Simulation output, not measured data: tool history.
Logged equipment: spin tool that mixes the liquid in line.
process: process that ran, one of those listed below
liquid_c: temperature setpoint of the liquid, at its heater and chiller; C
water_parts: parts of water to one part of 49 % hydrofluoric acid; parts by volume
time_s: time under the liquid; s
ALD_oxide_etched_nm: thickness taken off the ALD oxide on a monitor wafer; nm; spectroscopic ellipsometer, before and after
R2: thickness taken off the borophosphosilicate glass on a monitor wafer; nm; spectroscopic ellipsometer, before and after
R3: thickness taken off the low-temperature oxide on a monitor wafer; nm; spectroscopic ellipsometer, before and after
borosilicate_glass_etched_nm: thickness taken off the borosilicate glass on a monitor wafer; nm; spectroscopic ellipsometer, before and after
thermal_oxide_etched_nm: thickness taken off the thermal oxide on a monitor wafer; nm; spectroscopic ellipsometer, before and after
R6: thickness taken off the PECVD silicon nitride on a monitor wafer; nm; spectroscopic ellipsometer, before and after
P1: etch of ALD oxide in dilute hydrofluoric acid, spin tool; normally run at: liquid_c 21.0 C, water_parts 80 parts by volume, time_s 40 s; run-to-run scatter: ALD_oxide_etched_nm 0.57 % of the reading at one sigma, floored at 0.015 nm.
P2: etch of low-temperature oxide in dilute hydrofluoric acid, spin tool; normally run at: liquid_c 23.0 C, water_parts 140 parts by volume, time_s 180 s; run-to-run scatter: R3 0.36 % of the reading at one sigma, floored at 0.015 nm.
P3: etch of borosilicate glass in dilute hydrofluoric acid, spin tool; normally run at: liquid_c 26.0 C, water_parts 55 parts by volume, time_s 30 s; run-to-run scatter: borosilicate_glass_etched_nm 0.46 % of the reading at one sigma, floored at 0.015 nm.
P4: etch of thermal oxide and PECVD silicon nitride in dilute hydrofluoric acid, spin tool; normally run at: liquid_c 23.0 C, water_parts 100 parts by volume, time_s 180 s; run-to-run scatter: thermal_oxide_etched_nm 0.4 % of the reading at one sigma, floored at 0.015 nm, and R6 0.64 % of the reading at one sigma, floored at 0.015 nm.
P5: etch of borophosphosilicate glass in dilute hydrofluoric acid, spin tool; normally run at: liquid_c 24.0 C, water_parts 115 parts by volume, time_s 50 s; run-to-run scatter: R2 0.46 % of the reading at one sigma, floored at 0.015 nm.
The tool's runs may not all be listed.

run 1 hour=18.2 | process=P1 liquid_c=21.0 water_parts=80 time_s=40 | ALD_oxide_etched_nm=5.3453
run 2 hour=33.3 | process=P5 liquid_c=24.0 water_parts=20 time_s=50 | R2=115.2300
run 3 hour=44.1 | process=P5 liquid_c=24.0 water_parts=115 time_s=15 | R2=5.2134
run 4 hour=61.9 | process=P2 liquid_c=17.0 water_parts=140 time_s=180 | R3=22.4790
run 5 hour=78.6 | process=P3 liquid_c=26.0 water_parts=55 time_s=15 | borosilicate_glass_etched_nm=7.3345
run 6 hour=87.8 | process=P1 liquid_c=17.0 water_parts=80 time_s=40 | ALD_oxide_etched_nm=4.5649
run 7 hour=97.8 | process=P1 liquid_c=21.0 water_parts=80 time_s=40 | ALD_oxide_etched_nm=5.3700
run 8 hour=116.1 | process=P1 liquid_c=21.0 water_parts=80 time_s=40 | ALD_oxide_etched_nm=5.3510
run 9 hour=128.3 | process=P2 liquid_c=23.0 water_parts=140 time_s=180 | R3=28.3300
run 10 hour=139.5 | process=P1 liquid_c=21.0 water_parts=80 time_s=70 | ALD_oxide_etched_nm=9.3322
run 11 hour=151.1 | process=P1 liquid_c=27.5 water_parts=20 time_s=40 | ALD_oxide_etched_nm=30.3880
run 12 hour=163.4 | process=P3 liquid_c=26.0 water_parts=20 time_s=30 | borosilicate_glass_etched_nm=42.3360
run 13 hour=178.4 | process=P1 liquid_c=21.0 water_parts=80 time_s=40 | ALD_oxide_etched_nm=5.3534
run 14 hour=195.7 | process=P4 liquid_c=23.0 water_parts=100 time_s=55 | thermal_oxide_etched_nm=2.5833 R6=1.2408
run 15 hour=206.8 | process=P1 liquid_c=21.0 water_parts=130 time_s=40 | ALD_oxide_etched_nm=3.1407
run 16 hour=224.5 | process=P3 liquid_c=26.0 water_parts=55 time_s=30 | borosilicate_glass_etched_nm=14.7880
run 17 hour=235.2 | process=P5 liquid_c=24.0 water_parts=115 time_s=50 | R2=17.6710
run 18 hour=245.9 | process=P5 liquid_c=17.0 water_parts=115 time_s=50 | R2=13.2140
run 19 hour=264.3 | process=P1 liquid_c=26.0 water_parts=80 time_s=60 | ALD_oxide_etched_nm=9.9045
run 20 hour=280.0 | process=P4 liquid_c=23.0 water_parts=165 time_s=180 | thermal_oxide_etched_nm=4.8190 R6=2.4725
run 21 hour=295.0 | process=P1 liquid_c=21.0 water_parts=80 time_s=15 | ALD_oxide_etched_nm=2.0273
run 22 hour=311.2 | process=P5 liquid_c=24.0 water_parts=115 time_s=50 | R2=17.6190
run 23 hour=323.8 | process=P2 liquid_c=23.0 water_parts=140 time_s=20 | R3=3.1555
run 24 hour=334.5 | process=P4 liquid_c=23.0 water_parts=100 time_s=180 | thermal_oxide_etched_nm=8.4336 R6=4.0415
run 25 hour=349.2 | process=P3 liquid_c=33.5 water_parts=55 time_s=30 | borosilicate_glass_etched_nm=19.7760
run 26 hour=361.3 | process=P1 liquid_c=25.0 water_parts=30 time_s=40 | ALD_oxide_etched_nm=17.9660
run 27 hour=374.4 | process=P4 liquid_c=17.0 water_parts=100 time_s=180 | thermal_oxide_etched_nm=6.6611 R6=2.6658
run 28 hour=383.5 | process=P2 liquid_c=23.0 water_parts=60 time_s=180 | R3=73.5600
run 29 hour=401.1 | process=P1 liquid_c=29.0 water_parts=80 time_s=40 | ALD_oxide_etched_nm=7.3420
run 30 hour=409.7 | process=P3 liquid_c=26.0 water_parts=55 time_s=30 | borosilicate_glass_etched_nm=14.6760
run 31 hour=428.8 | process=P2 liquid_c=23.0 water_parts=140 time_s=180 | R3=28.5500
run 32 hour=442.2 | process=P1 liquid_c=21.0 water_parts=25 time_s=40 | ALD_oxide_etched_nm=18.3030
run 33 hour=452.1 | process=P1 liquid_c=21.0 water_parts=80 time_s=40 | ALD_oxide_etched_nm=5.3880
run 34 hour=468.5 | process=P1 liquid_c=21.0 water_parts=80 time_s=40 | ALD_oxide_etched_nm=5.3751
run 35 hour=478.0 | process=P1 liquid_c=21.0 water_parts=80 time_s=40 | ALD_oxide_etched_nm=5.3232
run 36 hour=486.8 | process=P1 liquid_c=21.0 water_parts=80 time_s=40 | ALD_oxide_etched_nm=5.1834
run 37 hour=502.8 | process=P1 liquid_c=21.0 water_parts=80 time_s=40 | ALD_oxide_etched_nm=5.1027
run 38 hour=517.4 | process=P1 liquid_c=21.0 water_parts=80 time_s=40 | ALD_oxide_etched_nm=5.0224
run 39 hour=528.4 | process=P1 liquid_c=21.0 water_parts=80 time_s=40 | ALD_oxide_etched_nm=5.0008
run 40 hour=546.5 | process=P1 liquid_c=21.0 water_parts=80 time_s=40 | ALD_oxide_etched_nm=5.0153
run 41 hour=558.4 | process=P1 liquid_c=21.0 water_parts=80 time_s=40 | ALD_oxide_etched_nm=5.0231
run 42 hour=570.3 | process=P1 liquid_c=21.0 water_parts=80 time_s=40 | ALD_oxide_etched_nm=5.0217
run 43 hour=583.0 | process=P1 liquid_c=21.0 water_parts=80 time_s=40 | ALD_oxide_etched_nm=4.9886
run 44 hour=594.3 | process=P1 liquid_c=21.0 water_parts=80 time_s=40 | ALD_oxide_etched_nm=4.9525

P1 has crept away from where it was. The log is fitted equally well by each of these 2 causes, at the sizes shown:
A: liquid colder than its thermometer reads (K) = 1.73
B: hydrofluoric acid flow below the setpoint (%) = 6.34
The creep began at about hour 468.5.

Which of the 4 check runs listed below, each an average over 2 wafers with its results shown as question marks, gives clearly different results under the different listed causes?
run check 1 hour=605.6 | process=P3 liquid_c=30.0 water_parts=35 time_s=30 | borosilicate_glass_etched_nm=?
run check 2 hour=605.6 | process=P2 liquid_c=23.0 water_parts=70 time_s=70 | R3=?
run check 3 hour=605.6 | process=P5 liquid_c=24.0 water_parts=115 time_s=25 | R2=?
run check 4 hour=605.6 | process=P4 liquid_c=23.0 water_parts=160 time_s=180 | thermal_oxide_etched_nm=? R6=?

Check results expected under each cause:
check=check_1 result=borosilicate_glass_etched_nm if_A=26.1670 if_B=26.1700
check=check_2 result=R3 if_A=22.4210 if_B=22.4160
check=check_3 result=R2 if_A=8.1902 if_B=8.1379
check=check_4 result=thermal_oxide_etched_nm if_A=4.6380 if_B=4.5900
check=check_4 result=R6 if_A=2.2676 if_B=2.3802
Minimum pairwise separation of causes per check, each pair taken at its best-separating result: check 1 0.01 %; check 2 0.03 %; check 3 0.64 %; check 4 4.85 %
Check 4 tells the causes apart: in the others they would give nearly the same result.

Check 4 was carried out, with these results: thermal_oxide_etched_nm 4.5706 nm; R6 2.3617 nm. Which of the listed causes is responsible?

The correct cause is B, namely: hydrofluoric acid flow below the setpoint (%).

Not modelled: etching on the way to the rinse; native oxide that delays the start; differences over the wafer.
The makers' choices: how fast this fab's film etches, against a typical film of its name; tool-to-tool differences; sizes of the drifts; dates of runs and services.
